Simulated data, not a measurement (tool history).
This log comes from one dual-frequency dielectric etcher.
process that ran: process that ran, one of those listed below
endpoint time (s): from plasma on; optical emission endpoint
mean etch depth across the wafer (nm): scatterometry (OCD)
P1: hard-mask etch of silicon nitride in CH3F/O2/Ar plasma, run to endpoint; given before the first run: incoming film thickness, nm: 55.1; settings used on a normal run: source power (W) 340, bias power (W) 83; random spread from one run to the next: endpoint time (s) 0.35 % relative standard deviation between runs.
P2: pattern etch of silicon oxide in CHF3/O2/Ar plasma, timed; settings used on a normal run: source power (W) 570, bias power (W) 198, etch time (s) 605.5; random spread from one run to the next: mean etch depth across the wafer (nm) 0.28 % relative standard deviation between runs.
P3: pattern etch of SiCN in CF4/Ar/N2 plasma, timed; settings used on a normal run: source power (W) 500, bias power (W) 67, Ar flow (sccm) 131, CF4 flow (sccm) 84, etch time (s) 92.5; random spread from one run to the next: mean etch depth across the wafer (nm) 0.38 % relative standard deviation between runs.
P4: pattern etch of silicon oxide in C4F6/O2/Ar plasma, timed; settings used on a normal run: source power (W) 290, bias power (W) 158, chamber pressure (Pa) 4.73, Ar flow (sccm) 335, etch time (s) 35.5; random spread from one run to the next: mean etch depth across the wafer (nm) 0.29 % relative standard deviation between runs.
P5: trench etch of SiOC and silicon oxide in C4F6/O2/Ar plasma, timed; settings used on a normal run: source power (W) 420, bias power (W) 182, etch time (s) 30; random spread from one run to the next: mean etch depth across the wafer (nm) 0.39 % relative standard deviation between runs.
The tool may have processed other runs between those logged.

run     day  process that ran  source power (W)  bias power (W)  etch time (s)  chamber pressure (Pa)  Ar flow (sccm)  CF4 flow (sccm)  hours since the last wet clean  hours since the last source power generator calibration  hours since the last bias power generator calibration  endpoint time (s)  mean etch depth across the wafer (nm)
  1   0.267                P1               340              83                                                                                                   71.9                                                   1104.5                                                 2900.7             80.692
  2   0.654                P1               340              52                                                                                                   81.2                                                   1113.8                                                   2910             93.819
  3   1.033                P1               260              83                                                                                                   90.3                                                   1122.9                                                 2919.1             89.174
  4   1.362                P2               570             198            333                                                                                    98.2                                                   1130.8                                                   2927                                                    650.41
  5   1.662                P5               420             182             30                                                                                   105.4                                                     1138                                                 2934.2                                                    58.733
  6   1.946                P4               290             158           35.5                   3.47             335                                            112.2                                                   1144.8                                                   2941                                                    95.768
  7   2.292                P5               420             182           44.5                                                                                   120.5                                                   1153.1                                                 2949.3                                                    87.909
  8   2.562                P4               290             158           48.5                   4.73             335                                              127                                                   1159.6                                                 2955.8                                                    126.62
  9   3.008                P1               460              53                                                                                                  137.7                                                   1170.3                                                 2966.5             83.293
 10   3.342                P3               500              67           92.5                                    170               84                           145.7                                                   1178.3                                                 2974.5                                                    81.992
 11   3.921                P3               500              95           92.5                                    131               84                           159.6                                                   1192.2                                                 2988.4                                                    96.064
 12   4.208                P1               340              83                                                                                                  166.5                                                   1199.1                                                 2995.3             80.358
 13   4.517                P4               170             158           35.5                   4.73             335                                            173.9                                                   1206.5                                                 3002.7                                                    75.286
 14   4.967                P1               450              83                                                                                                  184.7                                                   1217.3                                                 3013.5             72.286
 15    5.45                P5               420             121             30                                                                                   196.3                                                   1228.9                                                 3025.1                                                    51.999
 16   5.812                P3               500              67           92.5                                    131               56                             205                                                   1237.6                                                 3033.8                                                    80.098
 17   6.275                P3               500              67           92.5                                    131               84                           216.1                                                   1248.7                                                 3044.9                                                    86.015
 18   6.825                P1               340              83                                                                                                  229.3                                                   1261.9                                                 3058.1             80.456
 19   7.125                P3               500              67           92.5                                    131               84                           236.5                                                   1269.1                                                 3065.3                                                    85.345
 20   7.558                P3               680              67           92.5                                    131               84                           246.9                                                   1279.5                                                 3075.7                                                     113.1
 21   7.921                P2               570             122          605.5                                                                                   255.6                                                   1288.2                                                 3084.4                                                    1005.6
 22   8.442                P1               340              83                                                                                                  268.1                                                   1300.7                                                 3096.9             80.069
 23   9.017                P2               690             198          605.5                                                                                   281.9                                                   1314.5                                                 3110.7                                                      1277
 24     9.3                P1               340              83                                                                                                  288.7                                                   1321.3                                                 3117.5             80.174
 25   9.579                P4               290             158           35.5                   4.73             215                                            295.4                                                     1328                                                 3124.2                                                     96.94
 26  10.138                P1               340              83                                                                                                  308.8                                                   1341.4                                                 3137.6             80.685
 27  10.554                P4               290             208           35.5                   4.73             335                                            318.8                                                   1351.4                                                 3147.6                                                    100.99
 28  10.996                P3               500              67           51.5                                    131               84                           329.4                                                     1362                                                 3158.2                                                     47.48
 29  11.308                P1               340              83                                                                                                  336.9                                                   1369.5                                                 3165.7             79.907
 30  11.662                P5               560             182             30                                                                                   345.4                                                     1378                                                 3174.2                                                    66.176
 31  12.112                P2               570             198          605.5                                                                                   356.2                                                   1388.8                                                   3185                                                    1185.8
 32  12.488                P1               340             105                                                                                                  365.2                                                   1397.8                                                   3194             73.684
 33  13.033                P4               290             158           35.5                   4.73             335                                            378.3                                                   1410.9                                                 3207.1                                                    92.678
 34  13.388                P1               340              83                                                                                                  386.8                                                   1419.4                                                 3215.6             81.052
 35    13.8                P1               340              83                                                                                                  396.7                                                   1429.3                                                 3225.5              80.07
 36  14.375                P1               340              83                                                                                                  410.5                                                   1443.1                                                 3239.3              79.41
 37  14.925                P1               340              83                                                                                                  423.7                                                   1456.3                                                 3252.5             78.994
 38  15.208                P1               340              83                                                                                                  430.5                                                   1463.1                                                 3259.3             78.998
 39  15.583                P1               340              83                                                                                                  439.5                                                   1472.1                                                 3268.3             79.208
     15.667  -- wet clean of the chamber
 40  16.025                P1               340              83                                                                                                    8.6                                                   1482.7                                                 3278.9             79.341
 41  16.388                P1               340              83                                                                                                   17.3                                                   1491.4                                                 3287.6             79.126
 42  16.696                P1               340              83                                                                                                   24.7                                                   1498.8                                                   3295             78.946
 43  17.192                P1               340              83                                                                                                   36.6                                                   1510.7                                                 3306.9             78.975
 44  17.771                P1               340              83                                                                                                   50.5                                                   1524.6                                                 3320.8             79.442
 45  18.071                P1               340              83                                                                                                   57.7                                                   1531.8                                                   3328             78.595

P1 has crept away from where it was. The log is fitted equally well by each of these 2 causes, at the sizes shown:
A: source power that arrives over what is set, % = 4.71
B: bias power that arrives over what is set, % = 4.92
The drift started at roughly day 13.388.
What rules out each remaining cause:
chamber walls in a state that raises the etch rate, %: its service at day 15.667 followed the start of the drift and did not put the process back to its old value

Of the 4 check runs below, each run on 2 wafers with the results averaged and each result still a question mark, which one would tell the listed causes apart?
check 1  18.371                P4               290             158           35.5                   4.73             254                                                                                                                                                                                                                          ?
check 2  18.371                P2               570             155            396                                                                                                                                                                                                                                                                 ?
check 3  18.371                P3               500              90           92.5                                    131               59                                                                                                                                                                                                         ?
check 4  18.371                P5               420             182             44                                                                                                                                                                                                                                                                 ?

Expected result of each check under each candidate cause:
  check                                 result    if A    if B
check 1  mean etch depth across the wafer (nm)   97.07  96.802
check 2  mean etch depth across the wafer (nm)  723.32  721.91
check 3  mean etch depth across the wafer (nm)  93.802  91.821
check 4  mean etch depth across the wafer (nm)  88.036  87.801
Separation of the two closest causes in each check, using whichever result separates them best: check 1 0.28 %; check 2 0.2 %; check 3 2.14 %; check 4 0.27 %
Check 3 tells the causes apart: in the others they would give nearly the same result.

Then check 3 was run and gave: mean etch depth across the wafer (nm) 93.954. Which cause is it?

A is the cause: source power that arrives over what is set, %.
